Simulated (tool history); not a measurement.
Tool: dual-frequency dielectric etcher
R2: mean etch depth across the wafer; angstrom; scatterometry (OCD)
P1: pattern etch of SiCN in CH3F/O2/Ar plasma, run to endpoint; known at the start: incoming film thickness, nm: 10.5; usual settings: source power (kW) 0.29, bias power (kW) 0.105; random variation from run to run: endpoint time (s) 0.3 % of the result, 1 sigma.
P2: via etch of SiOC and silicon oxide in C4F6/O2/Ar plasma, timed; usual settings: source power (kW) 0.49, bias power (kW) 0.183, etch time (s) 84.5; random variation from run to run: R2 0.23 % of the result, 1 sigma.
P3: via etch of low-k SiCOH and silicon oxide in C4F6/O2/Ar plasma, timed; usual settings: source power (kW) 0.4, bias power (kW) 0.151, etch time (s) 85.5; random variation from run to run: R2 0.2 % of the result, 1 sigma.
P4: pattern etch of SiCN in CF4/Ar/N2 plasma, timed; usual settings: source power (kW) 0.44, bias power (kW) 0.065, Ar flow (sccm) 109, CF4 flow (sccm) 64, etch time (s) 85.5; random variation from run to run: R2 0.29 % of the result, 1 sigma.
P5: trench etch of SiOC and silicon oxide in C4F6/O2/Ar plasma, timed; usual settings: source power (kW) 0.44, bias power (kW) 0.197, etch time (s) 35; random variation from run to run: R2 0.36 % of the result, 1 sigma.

run 1 hour=8.7 | process_that_ran=P1 source_power_(kW)=0.29 bias_power_(kW)=0.105 | endpoint_time_(s)=27.714
run 2 hour=19.1 | process_that_ran=P1 source_power_(kW)=0.29 bias_power_(kW)=0.105 | endpoint_time_(s)=27.742
run 3 hour=31.5 | process_that_ran=P4 source_power_(kW)=0.44 bias_power_(kW)=0.043 Ar_flow_(sccm)=109 CF4_flow_(sccm)=64 etch_time_(s)=85.5 | R2=589.11
run 4 hour=45.2 | process_that_ran=P1 source_power_(kW)=0.23 bias_power_(kW)=0.105 | endpoint_time_(s)=29.968
run 5 hour=52.5 | process_that_ran=P2 source_power_(kW)=0.49 bias_power_(kW)=0.183 etch_time_(s)=46.5 | R2=568.82
run 6 hour=64.8 | process_that_ran=P2 source_power_(kW)=0.37 bias_power_(kW)=0.183 etch_time_(s)=84.5 | R2=927.33
run 7 hour=78.3 | process_that_ran=P1 source_power_(kW)=0.18 bias_power_(kW)=0.083 | endpoint_time_(s)=35.871
run 8 hour=85.8 | process_that_ran=P4 source_power_(kW)=0.28 bias_power_(kW)=0.065 Ar_flow_(sccm)=109 CF4_flow_(sccm)=64 etch_time_(s)=85.5 | R2=451.81
run 9 hour=98.9 | process_that_ran=P5 source_power_(kW)=0.44 bias_power_(kW)=0.13 etch_time_(s)=35 | R2=634.4
run 10 hour=112.5 | process_that_ran=P1 source_power_(kW)=0.2 bias_power_(kW)=0.073 | endpoint_time_(s)=36.236
run 11 hour=122.5 | process_that_ran=P1 source_power_(kW)=0.38 bias_power_(kW)=0.105 | endpoint_time_(s)=25.006
-- hour=133.6 source power generator calibrated
run 12 hour=135.2 | process_that_ran=P4 source_power_(kW)=0.44 bias_power_(kW)=0.065 Ar_flow_(sccm)=109 CF4_flow_(sccm)=64 etch_time_(s)=109 | R2=859.59
run 13 hour=146.5 | process_that_ran=P1 source_power_(kW)=0.29 bias_power_(kW)=0.069 | endpoint_time_(s)=32.522
run 14 hour=154.7 | process_that_ran=P1 source_power_(kW)=0.29 bias_power_(kW)=0.105 | endpoint_time_(s)=27.686
run 15 hour=162.3 | process_that_ran=P1 source_power_(kW)=0.29 bias_power_(kW)=0.105 | endpoint_time_(s)=27.455
run 16 hour=176.6 | process_that_ran=P4 source_power_(kW)=0.44 bias_power_(kW)=0.065 Ar_flow_(sccm)=129 CF4_flow_(sccm)=64 etch_time_(s)=85.5 | R2=655.83
run 17 hour=188.5 | process_that_ran=P5 source_power_(kW)=0.27 bias_power_(kW)=0.197 etch_time_(s)=35 | R2=599.46
run 18 hour=198.4 | process_that_ran=P1 source_power_(kW)=0.29 bias_power_(kW)=0.105 | endpoint_time_(s)=27.7
run 19 hour=208.8 | process_that_ran=P1 source_power_(kW)=0.19 bias_power_(kW)=0.078 | endpoint_time_(s)=36.028
run 20 hour=218.3 | process_that_ran=P2 source_power_(kW)=0.49 bias_power_(kW)=0.107 etch_time_(s)=84.5 | R2=886.84
run 21 hour=225.4 | process_that_ran=P2 source_power_(kW)=0.49 bias_power_(kW)=0.183 etch_time_(s)=84.5 | R2=1036.5
run 22 hour=236.4 | process_that_ran=P3 source_power_(kW)=0.56 bias_power_(kW)=0.151 etch_time_(s)=85.5 | R2=2655.9
run 23 hour=248.1 | process_that_ran=P1 source_power_(kW)=0.29 bias_power_(kW)=0.105 | endpoint_time_(s)=27.652
run 24 hour=256.7 | process_that_ran=P4 source_power_(kW)=0.44 bias_power_(kW)=0.065 Ar_flow_(sccm)=109 CF4_flow_(sccm)=44 etch_time_(s)=85.5 | R2=635.5
run 25 hour=265.1 | process_that_ran=P3 source_power_(kW)=0.4 bias_power_(kW)=0.151 etch_time_(s)=49.5 | R2=1345.9
run 26 hour=275.1 | process_that_ran=P1 source_power_(kW)=0.29 bias_power_(kW)=0.124 | endpoint_time_(s)=25.882
run 27 hour=283.4 | process_that_ran=P5 source_power_(kW)=0.44 bias_power_(kW)=0.197 etch_time_(s)=35 | R2=728.87
run 28 hour=296.2 | process_that_ran=P3 source_power_(kW)=0.4 bias_power_(kW)=0.093 etch_time_(s)=85.5 | R2=2014.5
run 29 hour=306.8 | process_that_ran=P3 source_power_(kW)=0.4 bias_power_(kW)=0.151 etch_time_(s)=85.5 | R2=2323.9
run 30 hour=315.8 | process_that_ran=P4 source_power_(kW)=0.44 bias_power_(kW)=0.065 Ar_flow_(sccm)=109 CF4_flow_(sccm)=64 etch_time_(s)=85.5 | R2=674.29
run 31 hour=326.5 | process_that_ran=P5 source_power_(kW)=0.44 bias_power_(kW)=0.197 etch_time_(s)=35 | R2=722.13
run 32 hour=336.2 | process_that_ran=P5 source_power_(kW)=0.44 bias_power_(kW)=0.197 etch_time_(s)=21 | R2=434.35
run 33 hour=350.4 | process_that_ran=P1 source_power_(kW)=0.29 bias_power_(kW)=0.105 | endpoint_time_(s)=27.774
run 34 hour=358.5 | process_that_ran=P1 source_power_(kW)=0.29 bias_power_(kW)=0.105 | endpoint_time_(s)=27.712
run 35 hour=371.1 | process_that_ran=P1 source_power_(kW)=0.29 bias_power_(kW)=0.105 | endpoint_time_(s)=27.524
run 36 hour=384.3 | process_that_ran=P1 source_power_(kW)=0.29 bias_power_(kW)=0.105 | endpoint_time_(s)=27.432
-- hour=386.1 wet clean of the chamber
run 37 hour=391.7 | process_that_ran=P1 source_power_(kW)=0.29 bias_power_(kW)=0.105 | endpoint_time_(s)=27.372
run 38 hour=401.9 | process_that_ran=P1 source_power_(kW)=0.29 bias_power_(kW)=0.105 | endpoint_time_(s)=27.254
run 39 hour=416.4 | process_that_ran=P1 source_power_(kW)=0.29 bias_power_(kW)=0.105 | endpoint_time_(s)=27.129
run 40 hour=423.7 | process_that_ran=P1 source_power_(kW)=0.29 bias_power_(kW)=0.105 | endpoint_time_(s)=27.286

What P1 gives has crept away from where it was. These 2 causes fit the log equally well, each at the size given:
A: source power that arrives over what is set, % = 4.22
B: bias power that arrives over what is set, % = 3.97
The creep began at about hour 358.5.
Why every other cause is out:
chamber walls in a state that raises the etch rate, %: serviced at hour 386.1, which brought nothing back

4 check runs are offered, one wafer each, their results left as question marks. Which one tells the causes apart?
run check 1 hour=431 | process_that_ran=P4 source_power_(kW)=0.29 bias_power_(kW)=0.065 Ar_flow_(sccm)=109 CF4_flow_(sccm)=64 etch_time_(s)=85.5 | R2=?
run check 2 hour=431 | process_that_ran=P2 source_power_(kW)=0.38 bias_power_(kW)=0.119 etch_time_(s)=84.5 | R2=?
run check 3 hour=431 | process_that_ran=P3 source_power_(kW)=0.48 bias_power_(kW)=0.151 etch_time_(s)=54 | R2=?
run check 4 hour=431 | process_that_ran=P5 source_power_(kW)=0.28 bias_power_(kW)=0.197 etch_time_(s)=35 | R2=?

What each check would give under each cause:
check=check_1 result=R2 if_A=486.07 if_B=475.47
check=check_2 result=R2 if_A=834.71 if_B=830.62
check=check_3 result=R2 if_A=1601.5 if_B=1594.1
check=check_4 result=R2 if_A=617.95 if_B=616.12
How far apart the two closest causes lie, in the result that separates them most: check 1 2.21 %; check 2 0.49 %; check 3 0.47 %; check 4 0.3 %
Check 1 tells the causes apart: in the others they would give nearly the same result.

Check 1 was then run and gave: R2 485.54 angstrom. Which cause is it?

It is A: source power that arrives over what is set, %.

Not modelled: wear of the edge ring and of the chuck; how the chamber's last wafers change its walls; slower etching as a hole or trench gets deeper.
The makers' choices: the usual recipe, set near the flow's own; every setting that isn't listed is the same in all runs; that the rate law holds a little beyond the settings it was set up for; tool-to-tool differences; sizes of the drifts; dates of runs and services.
